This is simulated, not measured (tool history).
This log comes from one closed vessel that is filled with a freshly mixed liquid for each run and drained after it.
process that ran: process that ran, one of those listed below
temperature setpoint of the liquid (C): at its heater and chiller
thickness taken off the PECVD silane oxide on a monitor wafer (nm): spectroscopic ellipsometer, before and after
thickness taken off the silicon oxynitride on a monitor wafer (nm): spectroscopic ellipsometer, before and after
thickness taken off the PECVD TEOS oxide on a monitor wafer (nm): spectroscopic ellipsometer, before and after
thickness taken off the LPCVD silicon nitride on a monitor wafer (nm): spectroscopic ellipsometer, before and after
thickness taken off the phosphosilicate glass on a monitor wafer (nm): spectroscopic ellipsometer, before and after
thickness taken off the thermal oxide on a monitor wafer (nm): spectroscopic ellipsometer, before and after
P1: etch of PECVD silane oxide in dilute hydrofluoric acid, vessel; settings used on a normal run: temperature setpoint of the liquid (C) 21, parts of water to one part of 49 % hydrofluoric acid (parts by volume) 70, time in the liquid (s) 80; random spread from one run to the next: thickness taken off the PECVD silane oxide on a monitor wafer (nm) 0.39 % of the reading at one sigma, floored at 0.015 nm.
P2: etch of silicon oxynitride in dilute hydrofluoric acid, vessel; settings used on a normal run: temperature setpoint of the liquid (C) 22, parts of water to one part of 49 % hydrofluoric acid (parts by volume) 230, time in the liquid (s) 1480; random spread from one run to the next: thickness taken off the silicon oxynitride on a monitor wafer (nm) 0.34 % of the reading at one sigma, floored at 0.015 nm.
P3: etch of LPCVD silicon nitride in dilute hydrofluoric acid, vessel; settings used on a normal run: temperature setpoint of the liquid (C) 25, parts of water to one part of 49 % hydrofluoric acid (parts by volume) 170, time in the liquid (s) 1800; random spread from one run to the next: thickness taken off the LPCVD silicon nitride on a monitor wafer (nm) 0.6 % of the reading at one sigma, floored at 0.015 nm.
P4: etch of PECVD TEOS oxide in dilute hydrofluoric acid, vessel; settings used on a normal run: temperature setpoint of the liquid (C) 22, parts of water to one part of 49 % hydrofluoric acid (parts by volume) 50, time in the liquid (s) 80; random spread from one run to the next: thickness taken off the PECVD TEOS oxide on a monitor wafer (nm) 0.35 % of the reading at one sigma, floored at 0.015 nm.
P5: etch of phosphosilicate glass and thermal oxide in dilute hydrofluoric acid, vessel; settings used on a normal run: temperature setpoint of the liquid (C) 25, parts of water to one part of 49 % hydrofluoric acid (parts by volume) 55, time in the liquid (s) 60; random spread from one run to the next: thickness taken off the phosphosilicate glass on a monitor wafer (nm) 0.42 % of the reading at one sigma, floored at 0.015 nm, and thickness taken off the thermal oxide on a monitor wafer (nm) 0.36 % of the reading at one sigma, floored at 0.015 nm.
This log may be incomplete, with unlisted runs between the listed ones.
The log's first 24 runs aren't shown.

run	hour	process that ran	temperature setpoint of the liquid (C)	parts of water to one part of 49 % hydrofluoric acid (parts by volume)	time in the liquid (s)	thickness taken off the PECVD silane oxide on a monitor wafer (nm)	thickness taken off the silicon oxynitride on a monitor wafer (nm)	thickness taken off the PECVD TEOS oxide on a monitor wafer (nm)	thickness taken off the LPCVD silicon nitride on a monitor wafer (nm)	thickness taken off the phosphosilicate glass on a monitor wafer (nm)	thickness taken off the thermal oxide on a monitor wafer (nm)
25	277.7	P1	21	25	80	153.06					
26	290.4	P3	25	170	1800				5.0736		
27	296.8	P1	17	105	80	27.886					
28	307.4	P1	21	70	80	51.652					
29	320.4	P1	21	95	135	62.2					
30	334	P5	25	55	60					175.85	5.5883
31	341.6	P1	21	70	80	51.593					
32	354	P1	21	70	80	53.639					

What will run 33 give?
33	361.3	P1	21	70	80	?					

thickness taken off the PECVD silane oxide on a monitor wafer (nm): 54.24
